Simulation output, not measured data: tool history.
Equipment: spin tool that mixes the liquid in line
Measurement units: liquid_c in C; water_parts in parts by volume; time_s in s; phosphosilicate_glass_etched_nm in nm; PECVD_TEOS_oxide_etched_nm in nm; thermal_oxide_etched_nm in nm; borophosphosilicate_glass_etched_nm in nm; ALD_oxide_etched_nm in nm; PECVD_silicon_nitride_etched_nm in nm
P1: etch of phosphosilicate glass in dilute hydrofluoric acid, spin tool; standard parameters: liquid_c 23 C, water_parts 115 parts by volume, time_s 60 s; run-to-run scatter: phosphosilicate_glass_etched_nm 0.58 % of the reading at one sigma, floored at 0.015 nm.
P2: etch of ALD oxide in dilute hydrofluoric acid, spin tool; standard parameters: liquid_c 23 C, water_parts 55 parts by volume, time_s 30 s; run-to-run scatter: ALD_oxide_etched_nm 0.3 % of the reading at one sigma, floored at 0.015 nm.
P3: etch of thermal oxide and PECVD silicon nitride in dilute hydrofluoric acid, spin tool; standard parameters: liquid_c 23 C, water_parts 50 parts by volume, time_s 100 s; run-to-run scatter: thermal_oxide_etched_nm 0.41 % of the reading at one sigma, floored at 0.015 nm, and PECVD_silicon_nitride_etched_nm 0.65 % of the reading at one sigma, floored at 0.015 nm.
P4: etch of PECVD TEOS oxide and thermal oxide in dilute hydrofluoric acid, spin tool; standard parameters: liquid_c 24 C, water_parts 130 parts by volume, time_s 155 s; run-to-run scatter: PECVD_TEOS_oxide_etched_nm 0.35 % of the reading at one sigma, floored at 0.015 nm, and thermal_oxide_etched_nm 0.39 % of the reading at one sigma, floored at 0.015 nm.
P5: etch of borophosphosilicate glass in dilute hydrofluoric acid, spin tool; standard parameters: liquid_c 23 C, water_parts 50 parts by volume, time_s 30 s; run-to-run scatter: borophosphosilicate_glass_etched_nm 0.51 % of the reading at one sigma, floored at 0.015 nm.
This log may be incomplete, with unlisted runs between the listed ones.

| run | hour | process | liquid_c | water_parts | time_s | hours since the thermometer was replaced | hours since the hydrofluoric acid flow meter was replaced | phosphosilicate_glass_etched_nm | PECVD_TEOS_oxide_etched_nm | thermal_oxide_etched_nm | borophosphosilicate_glass_etched_nm | ALD_oxide_etched_nm | PECVD_silicon_nitride_etched_nm |
|---|---|---|---|---|---|---|---|---|---|---|---|---|---|
| 1 | 9.4 | P1 | 23 | 115 | 60 | 232.2 | 396.8 | 31.115 |  |  |  |  |  |
| 2 | 15.8 | P4 | 17 | 130 | 155 | 238.6 | 403.2 |  | 11.946 | 4.0598 |  |  |  |
| 3 | 24.9 | P1 | 23 | 35 | 60 | 247.7 | 412.3 | 111.74 |  |  |  |  |  |
| 4 | 30.9 | P4 | 24 | 130 | 155 | 253.7 | 418.3 |  | 15.874 | 5.405 |  |  |  |
| 5 | 40 | P5 | 23 | 50 | 65 | 262.8 | 427.4 |  |  |  | 85.697 |  |  |
| 6 | 50 | P5 | 23 | 50 | 30 | 272.8 | 437.4 |  |  |  | 39.931 |  |  |
| 7 | 59.7 | P2 | 23 | 55 | 15 | 282.5 | 447.1 |  |  |  |  | 7.9475 |  |
| 8 | 67.5 | P2 | 19 | 55 | 30 | 290.3 | 454.9 |  |  |  |  | 13.344 |  |
| 9 | 72.1 | P3 | 23 | 50 | 100 | 294.9 | 459.5 |  |  | 9.2219 |  |  | 3.4283 |
| 10 | 77.4 | P1 | 23 | 115 | 60 | 300.2 | 464.8 | 31.094 |  |  |  |  |  |
| 11 | 86.3 | P2 | 23 | 55 | 30 | 309.1 | 473.7 |  |  |  |  | 15.77 |  |
| 12 | 95.1 | P3 | 18 | 50 | 100 | 317.9 | 482.5 |  |  | 7.4313 |  |  | 2.4559 |
| 13 | 100.6 | P3 | 23 | 80 | 100 | 323.4 | 488 |  |  | 5.5017 |  |  | 2.2003 |
| 14 | 108.5 | P4 | 24 | 130 | 280 | 331.3 | 495.9 |  | 28.47 | 9.689 |  |  |  |
| 15 | 113.3 | P3 | 23 | 50 | 180 | 336.1 | 500.7 |  |  | 16.595 |  |  | 6.3612 |
| 16 | 122.3 | P1 | 26.5 | 115 | 30 | 345.1 | 509.7 | 17.687 |  |  |  |  |  |
| 17 | 132.1 | P1 | 23 | 115 | 60 | 354.9 | 519.5 | 30.928 |  |  |  |  |  |
| 18 | 140.6 | P5 | 23 | 50 | 30 | 363.4 | 528 |  |  |  | 39.376 |  |  |
| 19 | 147.7 | P1 | 23 | 115 | 60 | 370.5 | 535.1 | 31.291 |  |  |  |  |  |
| 20 | 153 | P2 | 23 | 100 | 30 | 375.8 | 540.4 |  |  |  |  | 8.203 |  |
| 21 | 158.8 | P1 | 29 | 115 | 60 | 381.6 | 546.2 | 38.742 |  |  |  |  |  |
| 22 | 165 | P3 | 23 | 50 | 100 | 387.8 | 552.4 |  |  | 9.1595 |  |  | 3.4593 |
| 23 | 175 | P4 | 24 | 130 | 155 | 397.8 | 562.4 |  | 15.805 | 5.3546 |  |  |  |
| 24 | 183.8 | P1 | 17 | 115 | 60 | 406.6 | 571.2 | 24.291 |  |  |  |  |  |
| 25 | 193.3 | P1 | 23 | 115 | 60 | 416.1 | 580.7 | 31.244 |  |  |  |  |  |
| 26 | 198.4 | P1 | 23 | 115 | 90 | 421.2 | 585.8 | 46.589 |  |  |  |  |  |
| 27 | 203.1 | P2 | 23 | 55 | 30 | 425.9 | 590.5 |  |  |  |  | 15.76 |  |
| 28 | 208.5 | P5 | 23 | 20 | 30 | 431.3 | 595.9 |  |  |  | 102.92 |  |  |
| 29 | 215.9 | P4 | 24 | 20 | 155 | 438.7 | 603.3 |  | 117.99 | 40.162 |  |  |  |
| 30 | 221.3 | P1 | 23 | 115 | 15 | 444.1 | 608.7 | 7.7426 |  |  |  |  |  |
| 31 | 230.6 | P1 | 23 | 205 | 60 | 453.4 | 618 | 15.817 |  |  |  |  |  |
| 32 | 235.6 | P5 | 17 | 50 | 30 | 458.4 | 623 |  |  |  | 30.827 |  |  |
| 33 | 245.7 | P1 | 23 | 115 | 60 | 468.5 | 633.1 | 30.966 |  |  |  |  |  |
| 34 | 255.1 | P1 | 23 | 115 | 60 | 477.9 | 642.5 | 31.86 |  |  |  |  |  |
| 35 | 264.9 | P1 | 23 | 115 | 60 | 487.7 | 652.3 | 32.796 |  |  |  |  |  |
| 36 | 275 | P1 | 23 | 115 | 60 | 497.8 | 662.4 | 32.668 |  |  |  |  |  |
| 37 | 282.2 | P1 | 23 | 115 | 60 | 505 | 669.6 | 33.134 |  |  |  |  |  |
| 38 | 288.4 | P1 | 23 | 115 | 60 | 511.2 | 675.8 | 32.984 |  |  |  |  |  |
| 39 | 293.2 | P1 | 23 | 115 | 60 | 516 | 680.6 | 33.065 |  |  |  |  |  |
| 40 | 298.5 | P1 | 23 | 115 | 60 | 521.3 | 685.9 | 33.36 |  |  |  |  |  |
| 41 | 304.6 | P1 | 23 | 115 | 60 | 527.4 | 692 | 32.895 |  |  |  |  |  |

The output of P1 has drifted from where it used to be. Each of the 2 causes below, taken at the size shown beside it, accounts for the log equally well:
A: liquid hotter than its thermometer reads (K) = 1.72
B: hydrofluoric acid flow above the setpoint (%) = 6.11
The drift started at roughly hour 245.7.

Below are 4 check runs, each on a single wafer, with their results shown as question marks. Which of them would tell the listed causes apart, meaning the causes would give clearly different results under it?
| check 1 | 310.7 | P2 | 23 | 85 | 30 |  |  |  |  |  |  | ? |  |
| check 2 | 310.7 | P5 | 23 | 20 | 30 |  |  |  |  |  | ? |  |  |
| check 3 | 310.7 | P3 | 23 | 50 | 135 |  |  |  |  | ? |  |  | ? |
| check 4 | 310.7 | P4 | 18 | 130 | 220 |  |  |  | ? | ? |  |  |  |

If the cause were each of the candidates in turn, the checks would give the following:
| check | result | if A | if B |
|---|---|---|---|
| check 1 | ALD_oxide_etched_nm | 10.54 | 10.501 |
| check 2 | borophosphosilicate_glass_etched_nm | 110.87 | 109.56 |
| check 3 | thermal_oxide_etched_nm | 13.374 | 13.27 |
| check 3 | PECVD_silicon_nitride_etched_nm | 5.264 | 4.9665 |
| check 4 | PECVD_TEOS_oxide_etched_nm | 18.919 | 18.861 |
| check 4 | thermal_oxide_etched_nm | 6.4273 | 6.4078 |
Smallest distance between any two causes, each pair judged by its most separating result, in per cent: check 1 0.37 %; check 2 1.2 %; check 3 5.82 %; check 4 0.3 %
Of the check runs offered, only check 3 discriminates between the causes; the rest would read about the same regardless of which cause applies.

With check 3 done, the readings were: thermal_oxide_etched_nm 13.278 nm; PECVD_silicon_nitride_etched_nm 4.9807 nm. Identify which of the listed causes applies.

The cause is B: hydrofluoric acid flow above the setpoint (%).
